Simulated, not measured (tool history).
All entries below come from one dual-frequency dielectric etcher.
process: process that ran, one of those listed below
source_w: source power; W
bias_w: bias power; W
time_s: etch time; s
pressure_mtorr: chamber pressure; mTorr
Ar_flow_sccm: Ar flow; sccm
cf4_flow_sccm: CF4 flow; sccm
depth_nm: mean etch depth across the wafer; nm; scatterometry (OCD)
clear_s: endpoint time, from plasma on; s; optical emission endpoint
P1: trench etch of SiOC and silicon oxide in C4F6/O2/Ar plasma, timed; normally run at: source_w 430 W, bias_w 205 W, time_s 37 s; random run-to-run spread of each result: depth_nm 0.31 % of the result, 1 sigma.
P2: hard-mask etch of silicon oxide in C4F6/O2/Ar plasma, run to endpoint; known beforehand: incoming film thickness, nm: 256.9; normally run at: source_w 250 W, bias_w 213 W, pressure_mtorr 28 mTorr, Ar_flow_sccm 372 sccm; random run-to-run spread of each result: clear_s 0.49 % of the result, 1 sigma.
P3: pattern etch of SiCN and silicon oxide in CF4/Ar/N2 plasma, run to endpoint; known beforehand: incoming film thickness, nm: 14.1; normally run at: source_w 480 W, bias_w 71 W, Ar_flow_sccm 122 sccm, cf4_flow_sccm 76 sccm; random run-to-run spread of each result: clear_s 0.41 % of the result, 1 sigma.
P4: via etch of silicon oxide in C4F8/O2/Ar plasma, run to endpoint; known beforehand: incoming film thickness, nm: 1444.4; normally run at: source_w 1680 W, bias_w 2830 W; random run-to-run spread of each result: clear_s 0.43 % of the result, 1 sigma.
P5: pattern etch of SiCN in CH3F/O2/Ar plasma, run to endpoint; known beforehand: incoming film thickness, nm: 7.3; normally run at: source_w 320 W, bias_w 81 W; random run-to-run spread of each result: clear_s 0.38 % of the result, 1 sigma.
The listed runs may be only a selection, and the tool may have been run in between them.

run	day	process	source_w	bias_w	time_s	pressure_mtorr	Ar_flow_sccm	cf4_flow_sccm	hours since the last wet clean	hours since the last source power generator calibration	hours since the last bias power generator calibration	depth_nm	clear_s
1	0.317	P1	430	205	37				329	526.5	1608.9	78.874	
2	0.812	P2	250	153		28	372		340.9	538.4	1620.8		101.55
3	1.254	P3	480	71			122	76	351.5	549	1631.4		15.888
# day 1.529: source power generator calibrated
4	1.554	P5	320	112					358.7	0.6	1638.6		17.87
5	1.975	P1	570	205	37				368.8	10.7	1648.7	87.698	
6	2.404	P1	430	205	25.5				379.1	21	1659	54.061	
7	2.921	P1	430	205	37				391.5	33.4	1671.4	78.71	
8	3.375	P1	430	205	37				402.4	44.3	1682.3	79.101	
9	3.892	P2	250	213		28	372		414.8	56.7	1694.7		91.018
10	4.312	P3	480	71			122	55	424.9	66.8	1704.8		16.684
11	4.671	P4	1680	1677					433.5	75.4	1713.4		323.04
12	4.954	P1	430	205	37				440.3	82.2	1720.2	78.66	
13	5.254	P4	1680	2830					447.5	89.4	1727.4		274.98
14	5.775	P1	430	205	37				460	101.9	1739.9	78.816	
15	6.083	P1	430	205	49				467.4	109.3	1747.3	104.45	
16	6.475	P1	430	244	37				476.8	118.7	1756.7	83.17	
17	6.738	P1	430	167	50.5				483.1	125	1763	100.3	
18	6.992	P3	330	71			122	76	489.2	131.1	1769.1		22.062
# day 7.212: bias power generator calibrated
19	7.329	P3	480	71			160	76	497.3	139.2	2.9		16.761
20	7.792	P5	320	81					508.4	150.3	14		20.288
21	8.312	P1	340	205	37				520.9	162.8	26.5	71.982	
22	8.638	P2	250	213		28	266		528.7	170.6	34.3		88.296
23	8.879	P2	180	213		28	372		534.5	176.4	40.1		103.49
24	9.308	P4	1680	2830					544.8	186.7	50.4		275.32
25	9.733	P3	480	41			122	76	555	196.9	60.6		18.907
26	9.983	P2	250	213		34	372		561	202.9	66.6		92.13
27	10.308	P3	480	71			122	76	568.8	210.7	74.4		16.059
28	10.575	P1	430	128	37				575.2	217.1	80.8	68.276	
29	10.917	P2	250	213		28	372		583.4	225.3	89		91.604
30	11.196	P5	440	81					590.1	232	95.7		18.003
31	11.583	P1	540	205	49				599.4	241.3	105	113.95	
32	12.075	P5	320	81					611.2	253.1	116.8		20.286
33	12.446	P1	430	205	37				620.1	262	125.7	78.393	
34	12.733	P1	430	155	29.5				627	268.9	132.6	57.263	
35	13.254	P4	2300	2830					639.5	281.4	145.1		245.35
36	13.512	P1	430	205	37				645.7	287.6	151.3	78.824	
37	14.021	P1	430	205	37				657.9	299.8	163.5	77.984	
38	14.462	P1	430	205	37				668.5	310.4	174.1	77.663	
39	14.842	P1	430	205	37				677.6	319.5	183.2	78.171	
40	15.179	P1	430	205	37				685.7	327.6	191.3	77.709	
41	15.425	P1	430	205	37				691.6	333.5	197.2	77.678	
# day 15.779: wet clean of the chamber
42	15.812	P1	430	205	37				0.9	342.8	206.5	77.849	
43	16.142	P1	430	205	37				8.8	350.7	214.4	77.192	
44	16.558	P1	430	205	37				18.8	360.7	224.4	77.468	
45	16.829	P1	430	205	37				25.3	367.2	230.9	77.169	
46	17.25	P1	430	205	37				35.4	377.3	241	77.54	

The output of P1 has drifted from where it used to be. Each of the 2 causes below, taken at the size shown beside it, accounts for the log equally well:
A: bias power that arrives under what is set, % = 4.76
B: source power that arrives under what is set, % = 3.98
The onset of the drift is placed at about day 13.512.
Other possible causes, and why each is ruled out:
chamber walls in a state that lowers the etch rate, %: serviced at day 15.779, after the change had begun; the process did not return to its earlier output

The list below offers 4 check runs, each averaging the results of 2 wafers, and shows each result as a question mark. For which of them would the listed causes give clearly different results?
check 1	17.671	P5	430	104									?
check 2	17.671	P4	2280	2319									?
check 3	17.671	P2	190	213		28	372						?
check 4	17.671	P3	360	42			122	76					?

Expected result of each check under each candidate cause:
check	result	if A	if B
check 1	clear_s	16.868	16.811
check 2	clear_s	264.03	264.55
check 3	clear_s	102.7	102.57
check 4	clear_s	24.723	25.255
Per check, the gap between the least separated pair of causes, taken in the result that splits them most: check 1 0.34 %; check 2 0.19 %; check 3 0.13 %; check 4 2.13 %
The causes can be told apart only by check 4. The other checks would give nearly the same results under each of them.

The results of check 4 are: clear_s 24.824 s. Based on these, which of the listed causes is it?

A is the cause: bias power that arrives under what is set, %.

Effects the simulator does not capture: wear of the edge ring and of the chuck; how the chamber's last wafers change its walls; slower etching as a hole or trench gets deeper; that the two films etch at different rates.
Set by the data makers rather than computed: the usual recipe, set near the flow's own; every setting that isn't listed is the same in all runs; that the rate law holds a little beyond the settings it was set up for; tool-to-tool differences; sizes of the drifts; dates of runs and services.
